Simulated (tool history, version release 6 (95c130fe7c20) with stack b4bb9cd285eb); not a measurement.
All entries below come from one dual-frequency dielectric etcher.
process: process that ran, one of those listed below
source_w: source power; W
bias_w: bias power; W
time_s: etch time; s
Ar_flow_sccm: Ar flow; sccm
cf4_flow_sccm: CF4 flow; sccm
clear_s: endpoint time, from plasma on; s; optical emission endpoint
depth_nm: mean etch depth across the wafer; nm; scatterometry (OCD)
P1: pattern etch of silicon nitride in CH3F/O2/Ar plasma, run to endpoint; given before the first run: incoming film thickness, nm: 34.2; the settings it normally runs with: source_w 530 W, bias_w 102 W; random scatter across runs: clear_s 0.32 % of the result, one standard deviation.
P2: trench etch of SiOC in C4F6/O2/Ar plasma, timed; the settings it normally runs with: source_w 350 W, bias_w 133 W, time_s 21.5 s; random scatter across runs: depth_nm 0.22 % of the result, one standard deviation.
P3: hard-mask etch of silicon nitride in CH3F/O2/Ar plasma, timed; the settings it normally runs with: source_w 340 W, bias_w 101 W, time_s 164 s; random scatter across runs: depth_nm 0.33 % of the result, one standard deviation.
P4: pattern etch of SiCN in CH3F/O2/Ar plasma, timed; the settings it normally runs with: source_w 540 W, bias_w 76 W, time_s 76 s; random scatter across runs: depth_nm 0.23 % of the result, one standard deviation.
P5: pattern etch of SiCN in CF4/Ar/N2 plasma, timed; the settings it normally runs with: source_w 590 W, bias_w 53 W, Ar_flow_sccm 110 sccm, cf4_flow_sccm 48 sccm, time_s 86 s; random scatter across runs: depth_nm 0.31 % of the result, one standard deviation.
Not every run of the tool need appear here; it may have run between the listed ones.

run	hour	process	source_w	bias_w	time_s	Ar_flow_sccm	cf4_flow_sccm	hours since the last wet clean	hours since the last source power generator calibration	hours since the last bias power generator calibration	clear_s	depth_nm
1	11.6	P1	530	102				229.3	393.9	1586	39.106	
2	27.2	P1	680	82				244.9	409.5	1601.6	38.659	
3	40.5	P4	420	76	76			258.2	422.8	1614.9		29.724
4	52.2	P5	590	53	86	110	31	269.9	434.5	1626.6		71.444
5	63.7	P3	470	101	164			281.4	446	1638.1		140.48
6	74.8	P2	350	133	15.5			292.5	457.1	1649.2		28.947
7	86	P1	530	102				303.7	468.3	1660.4	39.346	
8	100.9	P5	840	53	86	110	48	318.6	483.2	1675.3		106.15
9	117	P1	530	102				334.7	499.3	1691.4	39.458	
10	129	P1	530	138				346.7	511.3	1703.4	35.053	
11	138.7	P5	590	53	62	110	48	356.4	521	1713.1		56.019
12	153.4	P3	340	139	164			371.1	535.7	1727.8		140.98
13	161.5	P5	590	66	86	110	48	379.2	543.8	1735.9		84.027
14	171.4	P1	530	102				389.1	553.7	1745.8	39.209	
15	183.5	P3	340	101	164			401.2	565.8	1757.9		123.92
16	190.6	P1	660	64				408.3	572.9	1765	42.415	
17	198.4	P2	230	133	21.5			416.1	580.7	1772.8		34.056
18	205.8	P1	530	102				423.5	588.1	1780.2	39.244	
19	215.8	P5	590	53	86	85	48	433.5	598.1	1790.2		81.24
20	230.7	P4	540	76	76			448.4	613	1805.1		32.654
21	243	P5	590	53	86	110	48	460.7	625.3	1817.4		77.591
# hour 247.7: bias power generator calibrated
22	258.6	P1	380	102				476.3	640.9	10.9	44.262	
23	265.9	P4	540	76	76			483.6	648.2	18.2		32.787
24	275.9	P1	530	64				493.6	658.2	28.2	46.273	
25	289.2	P2	350	108	21.5			506.9	671.5	41.5		37.885
26	303.1	P1	530	102				520.8	685.4	55.4	39.191	
27	314	P4	540	98	76			531.7	696.3	66.3		35.925
28	326.4	P3	340	101	164			544.1	708.7	78.7		124.44
29	335.6	P3	340	101	233.5			553.3	717.9	87.9		176.53
30	349.2	P5	590	53	86	110	48	566.9	731.5	101.5		77.344
31	365.1	P1	640	102				582.8	747.4	117.4	36.493	
32	381.1	P4	540	76	42			598.8	763.4	133.4		18.118
33	390.2	P2	350	133	21.5			607.9	772.5	142.5		40.07
34	404.4	P1	530	102				622.1	786.7	156.7	39.463	
35	416.4	P1	530	102				634.1	798.7	168.7	38.879	
36	429.7	P1	530	102				647.4	812	182	39.027	
37	443.9	P1	530	102				661.6	826.2	196.2	38.553	
# hour 451.6: wet clean of the chamber
38	451.8	P1	530	102				0.2	834.1	204.1	38.674	
39	465.6	P1	530	102				14	847.9	217.9	38.853	
40	472.5	P1	530	102				20.9	854.8	224.8	38.894	

What P1 gives has crept away from where it was. These 2 causes fit the log equally well, each at the size given:
A: source power that arrives over what is set, % = 4.42
B: bias power that arrives over what is set, % = 4.56
The process output started creeping at around hour 404.4.
Why every other cause is out:
chamber walls in a state that raises the etch rate, %: its service at hour 451.6 followed the start of the drift and did not put the process back to its old value

Listed below are the offered check runs, one wafer per run, with question marks in place of results. For which of them would the causes give clearly different outcomes?
check 1	479.4	P5	590	62	86	110	48					?
check 2	479.4	P3	340	128	193							?
check 3	479.4	P4	540	90	76							?
check 4	479.4	P2	240	112	21.5							?

Predicted outcomes, by check and by cause:
check	result	if A	if B
check 1	depth_nm	85.371	83.524
check 2	depth_nm	162.8	163.04
check 3	depth_nm	35.329	35.331
check 4	depth_nm	33.45	33.32
Distance between the nearest two causes, measured in the result of the check that separates them most: check 1 2.19 %; check 2 0.15 %; check 3 0.01 %; check 4 0.39 %
The causes can be told apart only by check 1. The other checks would give nearly the same results under each of them.

Here is what check 1 returned: depth_nm 83.252 nm. Which cause is it?

It was cause B: bias power that arrives over what is set, %.

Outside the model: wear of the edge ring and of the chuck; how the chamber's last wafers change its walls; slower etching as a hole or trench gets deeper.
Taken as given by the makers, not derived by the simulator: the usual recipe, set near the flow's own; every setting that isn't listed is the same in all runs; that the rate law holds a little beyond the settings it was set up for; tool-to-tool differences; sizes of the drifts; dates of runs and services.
